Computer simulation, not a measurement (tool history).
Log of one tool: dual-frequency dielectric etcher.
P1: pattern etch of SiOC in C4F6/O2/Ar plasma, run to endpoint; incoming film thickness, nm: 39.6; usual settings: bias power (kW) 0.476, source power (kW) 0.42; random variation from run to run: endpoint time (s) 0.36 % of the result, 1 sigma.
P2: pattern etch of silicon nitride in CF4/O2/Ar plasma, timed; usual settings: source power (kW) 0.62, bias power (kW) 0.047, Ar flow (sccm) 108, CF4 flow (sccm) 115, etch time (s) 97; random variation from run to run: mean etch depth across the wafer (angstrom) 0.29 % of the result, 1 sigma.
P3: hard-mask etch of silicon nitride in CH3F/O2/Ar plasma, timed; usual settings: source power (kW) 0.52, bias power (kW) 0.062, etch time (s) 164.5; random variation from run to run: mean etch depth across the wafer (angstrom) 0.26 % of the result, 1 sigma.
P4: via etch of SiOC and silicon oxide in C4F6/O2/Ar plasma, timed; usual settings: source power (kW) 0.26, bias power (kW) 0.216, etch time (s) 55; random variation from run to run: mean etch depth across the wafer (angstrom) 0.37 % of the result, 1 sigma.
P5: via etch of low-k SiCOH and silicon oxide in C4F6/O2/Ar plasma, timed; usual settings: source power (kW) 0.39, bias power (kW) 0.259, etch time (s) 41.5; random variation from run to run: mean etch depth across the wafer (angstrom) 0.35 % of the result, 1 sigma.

run,day,process that ran,bias power (kW),source power (kW),etch time (s),Ar flow (sccm),CF4 flow (sccm),hours since the last wet clean,hours since the last bias power generator calibration,hours since the last source power generator calibration,endpoint time (s),mean etch depth across the wafer (angstrom)
1,0.342,P1,0.476,0.42,,,,152.5,844.5,1304.4,13.504,
2,0.775,P1,0.476,0.52,,,,162.9,854.9,1314.8,12.413,
3,1.271,P3,0.062,0.52,208,,,174.8,866.8,1326.7,,1574.4
4,1.871,P4,0.216,0.26,81,,,189.2,881.2,1341.1,,820.81
5,2.275,P2,0.034,0.62,97,108,115,198.9,890.9,1350.8,,1972.4
6,2.808,P1,0.643,0.42,,,,211.7,903.7,1363.6,12.032,
7,3.35,P1,0.476,0.42,,,,224.7,916.7,1376.6,13.34,
8,3.65,P5,0.306,0.39,41.5,,,231.9,923.9,1383.8,,1294.1
9,4.046,P2,0.047,0.62,123,108,115,241.4,933.4,1393.3,,2797.6
10,4.538,P1,0.476,0.42,,,,253.2,945.2,1405.1,13.366,
11,5.054,P5,0.259,0.39,23,,,265.6,957.6,1417.5,,677.61
12,5.412,P4,0.133,0.26,55,,,274.2,966.2,1426.1,,477.46
13,6.025,P5,0.259,0.39,41.5,,,288.9,980.9,1440.8,,1219
14,6.479,P3,0.077,0.52,164.5,,,299.8,991.8,1451.7,,1336.5
15,6.892,P1,0.476,0.42,,,,309.7,1001.7,1461.6,13.514,
16,7.417,P1,0.476,0.34,,,,322.3,1014.3,1474.2,14.495,
17,7.929,P1,0.297,0.42,,,,334.6,1026.6,1486.5,15.93,
18,8.275,P2,0.047,0.43,97,108,115,342.9,1034.9,1494.8,,1606
19,8.812,P1,0.393,0.32,,,,355.8,1047.8,1507.7,16.106,
20,9.288,P2,0.047,0.62,97,108,115,367.2,1059.2,1519.1,,2209.5
21,9.596,P1,0.371,0.53,,,,374.6,1066.6,1526.5,13.518,
22,10.154,P2,0.047,0.62,97,108,115,388,1080,1539.9,,2191.7
23,10.633,P1,0.476,0.42,,,,399.5,1091.5,1551.4,13.416,
24,11.038,P2,0.047,0.62,97,67,115,409.2,1101.2,1561.1,,2328.2
25,11.675,P4,0.216,0.26,55,,,424.5,1116.5,1576.4,,557.33
# day 11.904: wet clean of the chamber
26,12.121,P2,0.047,0.62,97,108,155,5.3,1127.2,1587.1,,2281.3
27,12.679,P5,0.259,0.49,41.5,,,18.7,1140.6,1600.5,,1326
28,13.104,P3,0.062,0.52,164.5,,,28.9,1150.8,1610.7,,1242.2
29,13.471,P4,0.216,0.33,55,,,37.7,1159.6,1619.5,,612.6
30,14.1,P3,0.062,0.68,164.5,,,52.8,1174.7,1634.6,,1386
31,14.508,P1,0.476,0.42,,,,62.6,1184.5,1644.4,13.44,
32,15.162,P1,0.476,0.42,,,,78.3,1200.2,1660.1,13.308,
33,15.458,P1,0.476,0.42,,,,85.4,1207.3,1667.2,13.345,
34,15.875,P1,0.476,0.42,,,,95.4,1217.3,1677.2,13.287,
35,16.246,P1,0.476,0.42,,,,104.3,1226.2,1686.1,13.234,
36,16.567,P1,0.476,0.42,,,,112,1233.9,1693.8,13.179,
# day 16.612: wet clean of the chamber
37,17.192,P1,0.476,0.42,,,,14,1248.9,1708.8,13.17,
38,17.642,P1,0.476,0.42,,,,24.8,1259.7,1719.6,13.263,
39,18.029,P1,0.476,0.42,,,,34.1,1269,1728.9,13.289,
40,18.583,P1,0.476,0.42,,,,47.4,1282.3,1742.2,13.246,
41,19.183,P1,0.476,0.42,,,,61.8,1296.7,1756.6,13.172,
42,19.721,P1,0.476,0.42,,,,74.7,1309.6,1769.5,13.109,

What P1 gives has crept away from where it was. These 2 causes fit the log equally well, each at the size given:
A: source power that arrives over what is set, % = 4.98
B: bias power that arrives over what is set, % = 4.97
The creep began at about day 14.508.
Why every other cause is out:
chamber walls in a state that raises the etch rate, %: serviced at day 16.612, which brought nothing back

4 check runs are offered, one wafer each, their results left as question marks. Which one tells the causes apart?
check 1,20.258,P5,0.259,0.39,41.5,,,,,,,?
check 2,20.258,P4,0.216,0.26,55,,,,,,,?
check 3,20.258,P3,0.062,0.52,164.5,,,,,,,?
check 4,20.258,P2,0.047,0.62,97,108,115,,,,,?

What each check would give under each cause:
check,result,if A,if B
check 1,mean etch depth across the wafer (angstrom),1242.2,1239.8
check 2,mean etch depth across the wafer (angstrom),568.87,567.88
check 3,mean etch depth across the wafer (angstrom),1268.9,1265.2
check 4,mean etch depth across the wafer (angstrom),2296.7,2240
How far apart the two closest causes lie, in the result that separates them most: check 1 0.2 %; check 2 0.18 %; check 3 0.29 %; check 4 2.5 %
Check 4 tells the causes apart: in the others they would give nearly the same result.

Then check 4 was run and gave: mean etch depth across the wafer (angstrom) 2236.7. Which cause is it?

It is B: bias power that arrives over what is set, %.

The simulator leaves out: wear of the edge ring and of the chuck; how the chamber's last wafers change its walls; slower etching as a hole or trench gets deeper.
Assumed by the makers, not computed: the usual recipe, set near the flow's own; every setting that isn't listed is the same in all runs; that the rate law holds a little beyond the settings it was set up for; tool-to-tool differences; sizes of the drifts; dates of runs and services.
